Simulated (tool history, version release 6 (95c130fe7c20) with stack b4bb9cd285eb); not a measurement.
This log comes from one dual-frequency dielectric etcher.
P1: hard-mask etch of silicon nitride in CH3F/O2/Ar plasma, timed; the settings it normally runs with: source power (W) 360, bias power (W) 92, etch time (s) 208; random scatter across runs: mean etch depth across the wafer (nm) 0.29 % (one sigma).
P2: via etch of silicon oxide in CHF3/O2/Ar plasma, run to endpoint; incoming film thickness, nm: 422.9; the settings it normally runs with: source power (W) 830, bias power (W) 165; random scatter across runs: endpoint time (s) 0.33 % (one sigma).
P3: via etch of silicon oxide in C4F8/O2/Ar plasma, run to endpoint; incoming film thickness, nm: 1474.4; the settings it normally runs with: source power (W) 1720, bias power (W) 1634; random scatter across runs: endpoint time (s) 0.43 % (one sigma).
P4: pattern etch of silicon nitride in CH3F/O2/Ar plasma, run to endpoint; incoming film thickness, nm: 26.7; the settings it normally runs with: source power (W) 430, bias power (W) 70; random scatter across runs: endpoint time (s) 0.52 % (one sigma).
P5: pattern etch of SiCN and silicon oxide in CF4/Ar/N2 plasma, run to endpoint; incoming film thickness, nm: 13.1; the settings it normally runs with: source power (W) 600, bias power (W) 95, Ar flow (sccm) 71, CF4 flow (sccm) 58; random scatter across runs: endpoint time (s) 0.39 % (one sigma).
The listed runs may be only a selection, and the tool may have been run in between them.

run	day	process that ran	source power (W)	bias power (W)	etch time (s)	Ar flow (sccm)	CF4 flow (sccm)	mean etch depth across the wafer (nm)	endpoint time (s)
1	0.475	P1	360	92	208			151.49	
2	0.779	P1	360	121	208			168.42	
3	1.258	P4	430	70					37.852
4	1.583	P4	610	70					33.136
5	2.088	P3	1720	1285					359.59
6	2.367	P1	360	92	208			151.37	
7	2.742	P2	830	165					187.36
8	2.958	P1	360	92	208			152.35	
9	3.25	P5	600	127		71	58		9.5113
10	3.717	P1	360	65	114.5			73.832	
11	4.217	P1	360	67	208			136.16	
12	4.558	P1	240	92	208			131.03	
13	4.958	P4	430	55					40.918
14	5.446	P1	360	92	282.5			207.01	
15	5.729	P5	600	95		71	78		10.143
16	6.075	P1	360	92	208			151.31	
17	6.35	P1	360	117	157.5			125.94	
18	6.588	P3	1320	1634					376.99
19	6.817	P1	360	92	127.5			93.041	
20	7.25	P1	490	92	208			170.15	
21	7.471	P4	430	70					37.877
22	7.938	P5	600	95		47	58		10.023
23	8.392	P2	830	196					178.71
24	8.746	P2	580	165					216.52
25	9.242	P5	460	95		71	58		13.343
26	9.646	P3	1720	1634					339.06
27	10.129	P5	600	95		71	58		10.597
28	10.608	P2	830	165					189.12
29	10.883	P1	360	92	208			151.86	
30	11.138	P1	360	92	208			151.92	
31	11.354	P1	360	92	208			152.73	
32	11.804	P1	360	92	208			154.75	
33	12.075	P1	360	92	208			154.37	
# day 12.404: wet clean of the chamber
34	12.579	P1	360	92	208			154.5	
35	12.879	P1	360	92	208			155.11	
36	13.242	P1	360	92	208			154.37	

The log shows P1 creeping away from where it was. Any of the 2 causes listed here, at the size stated for it, fits the log just as well as the others:
A: source power that arrives over what is set, % = 4.37
B: bias power that arrives over what is set, % = 4.47
The onset of the drift is placed at about day 11.138.
All other causes, with the reason each is excluded:
chamber walls in a state that raises the etch rate, %: serviced at day 12.404, after the drift had started, without restoring the earlier output

Each of the check runs listed below is run on 2 wafers and reports their average, with the results left as question marks. Pick the one under which the possible causes would lead to clearly different results.
check 1	13.604	P3	1720	1634					?
check 2	13.604	P2	830	165					?
check 3	13.604	P4	430	70					?
check 4	13.604	P5	600	95		71	58		?

What every check run would give for each of its results, assuming each possible cause in turn:
check	result	if A	if B
check 1	endpoint time (s)	332.91	334.61
check 2	endpoint time (s)	185.49	185.93
check 3	endpoint time (s)	37.331	37.384
check 4	endpoint time (s)	10.158	10.391
Smallest distance between any two causes, each pair judged by its most separating result, in per cent: check 1 0.51 %; check 2 0.24 %; check 3 0.14 %; check 4 2.26 %
Only in check 4 would the causes give clearly different results; in the remaining checks their results would be nearly the same.

Running check 4 produced the following: endpoint time (s) 10.392. Which one of the listed causes fits?

Of the candidate causes, it is B: bias power that arrives over what is set, %.

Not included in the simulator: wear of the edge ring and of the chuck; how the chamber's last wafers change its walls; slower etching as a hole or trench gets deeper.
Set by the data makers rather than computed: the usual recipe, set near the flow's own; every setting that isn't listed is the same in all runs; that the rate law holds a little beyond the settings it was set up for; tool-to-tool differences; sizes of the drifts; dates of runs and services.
